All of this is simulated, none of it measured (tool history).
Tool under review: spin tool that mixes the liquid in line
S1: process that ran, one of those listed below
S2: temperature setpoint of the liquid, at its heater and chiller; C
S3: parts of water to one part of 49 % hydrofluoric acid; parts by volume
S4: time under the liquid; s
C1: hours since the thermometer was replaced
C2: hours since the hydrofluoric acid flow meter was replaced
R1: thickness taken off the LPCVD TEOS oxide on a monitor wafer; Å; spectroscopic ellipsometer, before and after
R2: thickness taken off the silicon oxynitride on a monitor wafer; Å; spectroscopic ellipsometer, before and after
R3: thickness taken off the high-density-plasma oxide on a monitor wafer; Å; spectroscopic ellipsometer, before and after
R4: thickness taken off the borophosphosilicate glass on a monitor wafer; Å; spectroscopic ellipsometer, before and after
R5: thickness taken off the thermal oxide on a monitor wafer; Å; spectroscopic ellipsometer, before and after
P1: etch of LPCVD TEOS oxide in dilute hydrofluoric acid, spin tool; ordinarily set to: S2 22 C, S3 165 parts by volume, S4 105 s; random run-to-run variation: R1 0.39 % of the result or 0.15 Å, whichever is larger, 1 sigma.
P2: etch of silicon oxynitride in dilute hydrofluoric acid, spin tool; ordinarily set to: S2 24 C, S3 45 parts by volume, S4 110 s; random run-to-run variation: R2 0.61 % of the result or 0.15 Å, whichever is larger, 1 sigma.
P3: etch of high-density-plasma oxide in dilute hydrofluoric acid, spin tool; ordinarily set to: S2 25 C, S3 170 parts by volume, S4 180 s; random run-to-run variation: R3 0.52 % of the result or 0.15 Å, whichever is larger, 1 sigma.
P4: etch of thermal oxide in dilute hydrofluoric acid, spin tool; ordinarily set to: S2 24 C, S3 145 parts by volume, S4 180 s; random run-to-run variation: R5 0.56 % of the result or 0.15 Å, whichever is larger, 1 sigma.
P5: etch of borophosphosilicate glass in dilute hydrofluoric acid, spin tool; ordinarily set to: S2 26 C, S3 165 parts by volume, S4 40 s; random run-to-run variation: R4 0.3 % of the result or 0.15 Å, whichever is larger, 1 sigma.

run,hour,S1,S2,S3,S4,C1,C2,R1,R2,R3,R4,R5
1,2.1,P1,22,165,105,438.7,904.1,272.78,,,,
2,6.6,P2,24,65,110,443.2,908.6,,32.549,,,
3,9.8,P3,25,245,180,446.4,911.8,,,39.273,,
4,12.8,P5,26,165,40,449.4,914.8,,,,152.94,
5,16.1,P5,26,70,40,452.7,918.1,,,,405.87,
6,18.4,P1,28,50,105,455,920.4,1316.5,,,,
# hour 21.2: hydrofluoric acid flow meter replaced
7,22.3,P1,22,165,105,458.9,1.2,273.41,,,,
8,24.7,P2,24,45,110,461.3,3.6,,47.424,,,
9,28.1,P1,22,165,15,464.7,7,39.353,,,,
10,31.1,P5,26,165,40,467.7,10,,,,152.38,
11,34.5,P2,24,45,180,471.1,13.4,,78.221,,,
12,38.5,P1,22,165,105,475.1,17.4,274.06,,,,
13,43.2,P1,22,240,105,479.8,22.1,173.71,,,,
14,46.4,P1,22,165,105,483,25.3,271.42,,,,
15,51,P1,27.5,165,105,487.6,29.9,335.96,,,,
16,53.2,P5,32,165,40,489.8,32.1,,,,189.48,
17,57.1,P1,22,165,105,493.7,36,272.38,,,,
18,60.1,P4,17,145,180,496.7,39,,,,,42.794
19,64.1,P3,32,170,180,500.7,43,,,78.564,,
20,68.3,P3,25,170,340,504.9,47.2,,,115.3,,
21,72,P2,29.5,45,110,508.6,50.9,,62.076,,,
22,76.1,P1,17,165,105,512.7,55,223.38,,,,
23,79.3,P5,26,165,15,515.9,58.2,,,,57.017,
24,82.3,P1,22,65,105,518.9,61.2,773.75,,,,
25,85.1,P4,24,145,45,521.7,64,,,,,14.158
26,87.6,P1,22,100,20,524.2,66.5,92.373,,,,
27,92.3,P3,25,170,180,528.9,71.2,,,61.399,,
28,95.2,P4,24,145,180,531.8,74.1,,,,,57.196
29,97.4,P4,24,85,180,534,76.3,,,,,104.81
30,101,P2,24,45,110,537.6,79.9,,47.135,,,
31,105,P1,22,165,170,541.6,83.9,443.02,,,,
32,107.2,P1,22,165,105,543.8,86.1,274.2,,,,
33,111.1,P1,22,165,105,547.7,90,262.22,,,,
34,115.8,P1,22,165,105,552.4,94.7,259.5,,,,
35,120.6,P1,22,165,105,557.2,99.5,254.69,,,,
36,122.8,P1,22,165,105,559.4,101.7,253.11,,,,
37,127.2,P1,22,165,105,563.8,106.1,251.87,,,,
38,131.6,P1,22,165,105,568.2,110.5,251.71,,,,
39,134.7,P1,22,165,105,571.3,113.6,250.61,,,,
40,136.9,P1,22,165,105,573.5,115.8,249.76,,,,

What P1 gives has crept off from where it sat before. The 2 causes that follow fit the log equally well, each at the size noted:
A: liquid colder than its thermometer reads (K) = 2.21
B: hydrofluoric acid flow below the setpoint (%) = 7.02
The onset of the drift is placed at about hour 107.2.

Which of the check runs below tells the causes apart, meaning the causes would give it clearly different results? Each run uses 3 wafers whose results are averaged, and each result is shown as a question mark.
check 1,139.1,P3,25,170,180,,,,,?,,
check 2,139.1,P4,24,145,180,,,,,,,?
check 3,139.1,P5,26,165,40,,,,,,?,
check 4,139.1,P2,24,45,110,,,,?,,,

If the cause were each of the candidates in turn, the checks would give the following:
check,result,if A,if B
check 1,R3,56.249,56.03
check 2,R5,52.08,52.101
check 3,R4,140.34,139.72
check 4,R2,42.697,44.153
Minimum pairwise separation of causes per check, each pair taken at its best-separating result: check 1 0.39 %; check 2 0.04 %; check 3 0.45 %; check 4 3.35 %
Check 4 is the one run that separates the causes; every other check would come out nearly the same whichever cause is at work.

With check 4 done, the readings were: R2 44.34 Å. Identify which of the listed causes applies.

It is B: hydrofluoric acid flow below the setpoint (%).
